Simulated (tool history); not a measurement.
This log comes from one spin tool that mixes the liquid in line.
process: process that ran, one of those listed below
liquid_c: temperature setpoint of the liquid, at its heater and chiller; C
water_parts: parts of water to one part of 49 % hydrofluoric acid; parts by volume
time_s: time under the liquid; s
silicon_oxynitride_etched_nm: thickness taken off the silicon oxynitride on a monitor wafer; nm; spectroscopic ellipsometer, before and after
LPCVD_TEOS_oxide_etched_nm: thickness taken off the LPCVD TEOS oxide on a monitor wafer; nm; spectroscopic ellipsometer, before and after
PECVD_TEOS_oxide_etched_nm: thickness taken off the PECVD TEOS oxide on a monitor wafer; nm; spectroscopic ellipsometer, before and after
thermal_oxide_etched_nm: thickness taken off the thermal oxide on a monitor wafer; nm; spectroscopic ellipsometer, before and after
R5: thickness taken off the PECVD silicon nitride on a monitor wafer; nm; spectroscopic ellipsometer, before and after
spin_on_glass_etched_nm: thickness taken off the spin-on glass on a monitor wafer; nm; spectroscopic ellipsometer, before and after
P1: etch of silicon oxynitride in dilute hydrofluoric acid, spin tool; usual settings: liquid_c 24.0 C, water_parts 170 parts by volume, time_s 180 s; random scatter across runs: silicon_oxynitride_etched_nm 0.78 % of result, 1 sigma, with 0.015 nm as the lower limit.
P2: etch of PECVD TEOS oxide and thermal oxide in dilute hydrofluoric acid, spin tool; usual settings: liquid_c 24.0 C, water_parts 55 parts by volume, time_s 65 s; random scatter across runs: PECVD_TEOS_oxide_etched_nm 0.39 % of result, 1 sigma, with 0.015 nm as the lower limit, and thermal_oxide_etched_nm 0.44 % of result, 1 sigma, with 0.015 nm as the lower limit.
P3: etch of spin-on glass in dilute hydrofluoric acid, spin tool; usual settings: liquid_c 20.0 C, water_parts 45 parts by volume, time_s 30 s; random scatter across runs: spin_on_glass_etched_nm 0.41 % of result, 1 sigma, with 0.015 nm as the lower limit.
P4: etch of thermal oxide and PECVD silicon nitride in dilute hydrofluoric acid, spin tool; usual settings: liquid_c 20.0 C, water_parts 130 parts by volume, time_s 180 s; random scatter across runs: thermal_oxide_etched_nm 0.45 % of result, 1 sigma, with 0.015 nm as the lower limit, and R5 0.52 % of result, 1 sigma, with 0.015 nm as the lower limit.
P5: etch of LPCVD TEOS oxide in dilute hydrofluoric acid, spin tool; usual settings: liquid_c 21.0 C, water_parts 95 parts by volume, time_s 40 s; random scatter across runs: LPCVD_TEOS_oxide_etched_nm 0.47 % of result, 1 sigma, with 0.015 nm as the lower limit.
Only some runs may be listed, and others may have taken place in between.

{"run": 1, "hour": 5.1, "process": "P1", "liquid_c": 24.0, "water_parts": 170, "time_s": 180, "silicon_oxynitride_etched_nm": 3.0458}
{"run": 2, "hour": 10.7, "process": "P1", "liquid_c": 24.0, "water_parts": 170, "time_s": 35, "silicon_oxynitride_etched_nm": 0.59577}
{"run": 3, "hour": 16.3, "process": "P1", "liquid_c": 30.5, "water_parts": 170, "time_s": 180, "silicon_oxynitride_etched_nm": 3.9795}
{"run": 4, "hour": 21.9, "process": "P5", "liquid_c": 21.0, "water_parts": 95, "time_s": 80, "LPCVD_TEOS_oxide_etched_nm": 12.858}
{"run": 5, "hour": 27.4, "process": "P5", "liquid_c": 21.0, "water_parts": 20, "time_s": 40, "LPCVD_TEOS_oxide_etched_nm": 33.153}
{"run": 6, "hour": 31.4, "process": "P2", "liquid_c": 17.0, "water_parts": 55, "time_s": 65, "PECVD_TEOS_oxide_etched_nm": 9.5127, "thermal_oxide_etched_nm": 4.6353}
{"run": 7, "hour": 38.2, "process": "P4", "liquid_c": 20.0, "water_parts": 130, "time_s": 180, "thermal_oxide_etched_nm": 5.1724, "R5": 6.1682}
{"run": 8, "hour": 42.4, "process": "P4", "liquid_c": 20.0, "water_parts": 130, "time_s": 180, "thermal_oxide_etched_nm": 5.2122, "R5": 6.1602}
{"run": 9, "hour": 48.5, "process": "P1", "liquid_c": 17.0, "water_parts": 170, "time_s": 180, "silicon_oxynitride_etched_nm": 2.1859}
{"run": 10, "hour": 52.0, "process": "P1", "liquid_c": 17.5, "water_parts": 170, "time_s": 340, "silicon_oxynitride_etched_nm": 4.1464}
{"run": 11, "hour": 56.4, "process": "P1", "liquid_c": 24.0, "water_parts": 170, "time_s": 180, "silicon_oxynitride_etched_nm": 3.0466}
{"run": 12, "hour": 59.9, "process": "P2", "liquid_c": 24.0, "water_parts": 55, "time_s": 65, "PECVD_TEOS_oxide_etched_nm": 12.849, "thermal_oxide_etched_nm": 6.2424}
{"run": 13, "hour": 66.2, "process": "P3", "liquid_c": 20.0, "water_parts": 20, "time_s": 30, "spin_on_glass_etched_nm": 84.533}
{"run": 14, "hour": 72.3, "process": "P2", "liquid_c": 24.0, "water_parts": 95, "time_s": 65, "PECVD_TEOS_oxide_etched_nm": 7.0123, "thermal_oxide_etched_nm": 3.4051}
{"run": 15, "hour": 77.6, "process": "P4", "liquid_c": 20.0, "water_parts": 130, "time_s": 360, "thermal_oxide_etched_nm": 10.438, "R5": 12.35}
{"run": 16, "hour": 81.2, "process": "P1", "liquid_c": 24.0, "water_parts": 170, "time_s": 180, "silicon_oxynitride_etched_nm": 3.015}
{"run": 17, "hour": 87.9, "process": "P1", "liquid_c": 24.0, "water_parts": 170, "time_s": 180, "silicon_oxynitride_etched_nm": 3.0376}
{"run": 18, "hour": 92.2, "process": "P1", "liquid_c": 24.0, "water_parts": 235, "time_s": 180, "silicon_oxynitride_etched_nm": 2.1247}
{"run": 19, "hour": 98.2, "process": "P1", "liquid_c": 24.0, "water_parts": 170, "time_s": 320, "silicon_oxynitride_etched_nm": 5.3643}
{"run": 20, "hour": 101.6, "process": "P1", "liquid_c": 24.0, "water_parts": 50, "time_s": 180, "silicon_oxynitride_etched_nm": 11.375}
{"run": 21, "hour": 108.7, "process": "P5", "liquid_c": 17.0, "water_parts": 95, "time_s": 40, "LPCVD_TEOS_oxide_etched_nm": 5.4599}
{"run": 22, "hour": 113.2, "process": "P5", "liquid_c": 21.0, "water_parts": 95, "time_s": 40, "LPCVD_TEOS_oxide_etched_nm": 6.3975}
{"run": 23, "hour": 118.1, "process": "P2", "liquid_c": 24.0, "water_parts": 55, "time_s": 15, "PECVD_TEOS_oxide_etched_nm": 2.9621, "thermal_oxide_etched_nm": 1.4191}
{"run": 24, "hour": 123.1, "process": "P3", "liquid_c": 20.0, "water_parts": 45, "time_s": 30, "spin_on_glass_etched_nm": 36.108}
{"run": 25, "hour": 128.8, "process": "P4", "liquid_c": 20.0, "water_parts": 60, "time_s": 180, "thermal_oxide_etched_nm": 12.165, "R5": 13.06}
{"run": 26, "hour": 135.1, "process": "P3", "liquid_c": 17.0, "water_parts": 45, "time_s": 30, "spin_on_glass_etched_nm": 32.011}
{"run": 27, "hour": 142.4, "process": "P4", "liquid_c": 17.0, "water_parts": 130, "time_s": 180, "thermal_oxide_etched_nm": 4.6081, "R5": 5.0188}
{"run": 28, "hour": 145.9, "process": "P1", "liquid_c": 24.0, "water_parts": 170, "time_s": 180, "silicon_oxynitride_etched_nm": 3.0456}
{"run": 29, "hour": 151.6, "process": "P1", "liquid_c": 30.5, "water_parts": 170, "time_s": 30, "silicon_oxynitride_etched_nm": 0.6495}
{"run": 30, "hour": 156.4, "process": "P3", "liquid_c": 20.0, "water_parts": 45, "time_s": 55, "spin_on_glass_etched_nm": 66.186}

The next listed run, before its measurement:
{"run": 31, "hour": 162.2, "process": "P2", "liquid_c": 24.0, "water_parts": 55, "time_s": 65, "PECVD_TEOS_oxide_etched_nm": "?", "thermal_oxide_etched_nm": "?"}

Run 31 measured PECVD_TEOS_oxide_etched_nm 12.8130 nm, thermal_oxide_etched_nm 6.1427 nm.
